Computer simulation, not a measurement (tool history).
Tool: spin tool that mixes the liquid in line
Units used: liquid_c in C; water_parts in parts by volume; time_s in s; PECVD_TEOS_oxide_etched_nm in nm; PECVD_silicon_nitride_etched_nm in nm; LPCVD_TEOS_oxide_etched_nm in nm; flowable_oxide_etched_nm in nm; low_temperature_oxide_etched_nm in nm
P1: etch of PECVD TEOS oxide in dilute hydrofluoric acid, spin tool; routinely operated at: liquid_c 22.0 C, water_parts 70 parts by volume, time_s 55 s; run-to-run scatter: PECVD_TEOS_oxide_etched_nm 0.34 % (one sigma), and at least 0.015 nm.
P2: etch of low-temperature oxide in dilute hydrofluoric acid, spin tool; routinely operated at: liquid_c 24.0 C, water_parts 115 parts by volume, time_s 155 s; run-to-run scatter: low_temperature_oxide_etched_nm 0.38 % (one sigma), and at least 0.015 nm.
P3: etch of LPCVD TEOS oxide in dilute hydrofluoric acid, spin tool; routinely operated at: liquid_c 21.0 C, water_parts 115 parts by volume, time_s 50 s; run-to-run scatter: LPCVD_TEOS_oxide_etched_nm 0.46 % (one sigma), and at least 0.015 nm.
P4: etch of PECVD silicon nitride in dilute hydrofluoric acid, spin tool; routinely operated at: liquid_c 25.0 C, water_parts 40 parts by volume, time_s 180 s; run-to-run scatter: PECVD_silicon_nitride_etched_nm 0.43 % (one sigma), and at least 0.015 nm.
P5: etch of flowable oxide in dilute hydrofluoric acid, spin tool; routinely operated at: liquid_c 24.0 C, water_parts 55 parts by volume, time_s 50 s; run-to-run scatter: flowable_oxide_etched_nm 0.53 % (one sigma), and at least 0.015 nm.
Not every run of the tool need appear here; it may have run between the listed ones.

run,hour,process,liquid_c,water_parts,time_s,hours since the thermometer was replaced,hours since the hydrofluoric acid flow meter was replaced,PECVD_TEOS_oxide_etched_nm,PECVD_silicon_nitride_etched_nm,LPCVD_TEOS_oxide_etched_nm,flowable_oxide_etched_nm,low_temperature_oxide_etched_nm
1,5.9,P1,22.0,70,55,423.8,793.0,11.3430,,,,
2,16.3,P4,25.0,25,180,434.2,803.4,,15.2300,,,
3,24.7,P4,25.0,40,180,442.6,811.8,,9.7549,,,
4,30.3,P1,22.0,120,55,448.2,817.4,6.2937,,,,
5,40.1,P3,21.0,115,75,458.0,827.2,,,18.0270,,
6,46.5,P4,25.0,40,280,464.4,833.6,,15.0300,,,
7,54.4,P1,22.0,70,55,472.3,841.5,11.3760,,,,
8,65.8,P5,24.0,55,75,483.7,852.9,,,,50.278,
9,72.7,P3,27.5,115,50,490.6,859.8,,,15.5380,,
10,84.0,P1,22.0,70,55,501.9,871.1,11.3910,,,,
11,91.3,P3,21.0,115,50,509.2,878.4,,,11.9620,,
12,100.2,P2,17.0,115,155,518.1,887.3,,,,,20.150
13,106.9,P5,24.0,55,50,524.8,894.0,,,,33.544,
14,117.4,P1,22.0,70,20,535.3,904.5,4.1616,,,,
15,124.0,P1,27.5,70,55,541.9,911.1,14.1520,,,,
16,130.5,P3,21.0,115,50,548.4,917.6,,,11.9480,,
17,137.0,P4,31.0,40,180,554.9,924.1,,14.3090,,,
18,147.0,P1,22.0,70,55,564.9,934.1,11.4900,,,,
19,156.4,P2,24.0,115,255,574.3,943.5,,,,,44.010
20,164.3,P4,25.0,40,180,582.2,951.4,,9.6991,,,
21,170.4,P1,22.0,70,105,588.3,957.5,21.7220,,,,
22,182.1,P5,24.0,95,50,600.0,969.2,,,,18.478,
23,188.2,P1,22.0,70,55,606.1,975.3,11.4360,,,,
24,197.1,P1,22.0,115,15,615.0,984.2,1.7883,,,,
25,205.3,P2,24.0,115,155,623.2,992.4,,,,,26.883
26,216.6,P1,22.0,70,55,634.5,1003.7,11.3630,,,,
27,223.5,P1,18.5,70,55,641.4,1010.6,9.8942,,,,
28,236.2,P3,21.0,205,50,654.1,1023.3,,,6.1312,,
29,245.0,P2,24.0,215,155,662.9,1032.1,,,,,12.843
# hour 253.2: hydrofluoric acid flow meter replaced
30,256.4,P1,22.0,70,55,674.3,3.3,11.4700,,,,
31,269.2,P1,22.0,45,55,687.1,16.1,18.2960,,,,
32,280.0,P5,17.0,55,50,697.9,26.9,,,,24.893,
33,292.7,P1,22.0,70,55,710.6,39.6,11.3880,,,,
34,300.7,P1,22.0,70,55,718.6,47.6,10.9640,,,,
35,306.9,P1,22.0,70,55,724.8,53.8,10.7090,,,,
36,312.6,P1,22.0,70,55,730.5,59.5,10.6420,,,,
37,319.7,P1,22.0,70,55,737.6,66.6,10.4990,,,,
38,332.3,P1,22.0,70,55,750.2,79.2,10.4280,,,,
39,338.6,P1,22.0,70,55,756.5,85.5,10.4470,,,,
40,349.1,P1,22.0,70,55,767.0,96.0,10.3770,,,,

What P1 gives has crept away from where it was. These 2 causes fit the log equally well, each at the size given:
A: liquid colder than its thermometer reads (K) = 2.29
B: hydrofluoric acid flow below the setpoint (%) = 8.37
The onset of the drift is placed at about hour 292.7.

Question marks stand in for the results of the 4 check runs listed below, each run on one wafer. Under which run would the listed causes show clearly different results?
check 1,359.6,P5,24.0,55,50,,,,,,?,
check 2,359.6,P3,21.0,115,50,,,,,?,,
check 3,359.6,P2,24.0,115,155,,,,,,,?
check 4,359.6,P4,25.0,40,180,,,,?,,,

If the cause were each of the candidates in turn, the checks would give the following:
check,result,if A,if B
check 1,flowable_oxide_etched_nm,30.345,30.370
check 2,LPCVD_TEOS_oxide_etched_nm,10.9260,10.8630
check 3,low_temperature_oxide_etched_nm,24.483,24.259
check 4,PECVD_silicon_nitride_etched_nm,8.3052,8.9082
Distance between the nearest two causes, measured in the result of the check that separates them most: check 1 0.08 %; check 2 0.57 %; check 3 0.92 %; check 4 7.01 %
Of the check runs offered, only check 4 discriminates between the causes; the rest would read about the same regardless of which cause applies.

The results of check 4 are: PECVD_silicon_nitride_etched_nm 8.3422 nm. Based on these, which of the listed causes is it?

Of the candidate causes, it is A: liquid colder than its thermometer reads (K).
